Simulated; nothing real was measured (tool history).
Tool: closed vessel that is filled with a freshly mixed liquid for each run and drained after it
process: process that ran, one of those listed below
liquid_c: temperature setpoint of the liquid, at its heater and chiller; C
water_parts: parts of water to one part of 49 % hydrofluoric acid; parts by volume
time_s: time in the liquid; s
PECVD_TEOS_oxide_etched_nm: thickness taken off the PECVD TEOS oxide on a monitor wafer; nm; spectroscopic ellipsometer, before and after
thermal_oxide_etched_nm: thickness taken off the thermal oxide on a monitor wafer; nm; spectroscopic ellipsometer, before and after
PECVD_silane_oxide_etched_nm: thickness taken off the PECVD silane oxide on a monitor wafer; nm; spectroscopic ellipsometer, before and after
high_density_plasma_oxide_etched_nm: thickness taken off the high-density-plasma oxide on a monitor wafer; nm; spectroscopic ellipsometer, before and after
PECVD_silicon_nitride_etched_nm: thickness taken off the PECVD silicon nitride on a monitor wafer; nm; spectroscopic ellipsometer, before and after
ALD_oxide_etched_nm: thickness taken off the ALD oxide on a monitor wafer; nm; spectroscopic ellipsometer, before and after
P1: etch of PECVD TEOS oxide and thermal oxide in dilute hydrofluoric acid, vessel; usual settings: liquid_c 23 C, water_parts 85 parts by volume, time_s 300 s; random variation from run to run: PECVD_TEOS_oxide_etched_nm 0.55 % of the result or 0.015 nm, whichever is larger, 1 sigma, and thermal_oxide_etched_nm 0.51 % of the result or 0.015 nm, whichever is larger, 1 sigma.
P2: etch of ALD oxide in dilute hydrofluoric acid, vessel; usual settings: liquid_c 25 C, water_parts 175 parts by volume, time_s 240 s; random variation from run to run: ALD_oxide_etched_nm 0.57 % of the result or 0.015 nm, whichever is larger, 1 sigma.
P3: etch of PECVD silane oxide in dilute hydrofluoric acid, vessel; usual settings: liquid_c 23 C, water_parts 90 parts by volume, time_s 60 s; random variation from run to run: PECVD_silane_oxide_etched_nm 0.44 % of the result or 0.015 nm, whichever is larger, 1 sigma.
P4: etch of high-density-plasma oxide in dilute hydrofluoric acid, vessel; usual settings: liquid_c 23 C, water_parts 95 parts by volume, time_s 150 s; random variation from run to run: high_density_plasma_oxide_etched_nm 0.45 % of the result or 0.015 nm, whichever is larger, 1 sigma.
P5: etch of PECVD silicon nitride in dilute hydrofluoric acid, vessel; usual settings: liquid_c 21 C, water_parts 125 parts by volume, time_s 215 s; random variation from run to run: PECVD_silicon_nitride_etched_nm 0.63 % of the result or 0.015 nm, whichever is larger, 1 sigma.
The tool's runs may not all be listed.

run   hour  process  liquid_c  water_parts  time_s  PECVD_TEOS_oxide_etched_nm  thermal_oxide_etched_nm  PECVD_silane_oxide_etched_nm  high_density_plasma_oxide_etched_nm  PECVD_silicon_nitride_etched_nm  ALD_oxide_etched_nm
  1    6.1       P1        23           85     300                      42.147                   15.438
  2   12.3       P3        23           90      60                                                                             32.519
  3   20.1       P1        23           85     300                      42.346                   15.308
  4   26.6       P1        19           85     300                      35.652                   12.867
  5   30.8       P4        23           95     235                                                                                                                  12.119
  6   36.7       P1        23           50      50                       12.44                   4.5937
  7   43.1       P1        23           85     300                      41.779                   15.414
  8   47.8       P1        23           85     300                      42.293                   15.482
  9     54       P1        23           85     515                      72.126                   26.439
 10   59.4       P1        23           85      60                      8.3616                   3.0769
 11   66.3       P5        17          125     215                                                                                                                                                   3.3849
 12   74.6       P4        23          175     150                                                                                                                  3.7769
 13     79       P1        23          120     300                      28.683                   10.442
 14   85.3       P4        23           95     150                                                                                                                  7.7524
 15   90.4       P2        25          175     360                                                                                                                                                                        30.931
 16   95.9       P2        25          175     240                                                                                                                                                                         20.55
 17   99.9       P2      30.5          175     240                                                                                                                                                                         24.82
 18  107.1       P3        23          125      60                                                                             22.346
 19  112.3       P1        23           85     300                      42.076                   15.387
 20  118.8       P1        28           85     300                      51.054                   18.821
 21  123.8       P1        23           50     300                      74.063                   27.349
 22  128.2       P1        23           85     300                       42.07                   15.356
 23  135.4       P5        21          125     215                                                                                                                                                   4.4902
 24    143       P5        21          125      45                                                                                                                                                  0.95867
 25  148.8       P3        23           90      30                                                                             16.174
 26  154.1       P4        17           95     150                                                                                                                  5.9955
 27  160.3       P5        21           55     215                                                                                                                                                   10.053
 28    165       P3        23           90      60                                                                             32.392
 29  169.8       P2        25          175     240                                                                                                                                                                        20.503
 30  173.7       P3        29           90      60                                                                             40.706

Forecast run 31:
 31  177.7       P5        21          125     215                                                                                                                                                        ?

Run 31 gave PECVD_silicon_nitride_etched_nm 4.4869 nm.
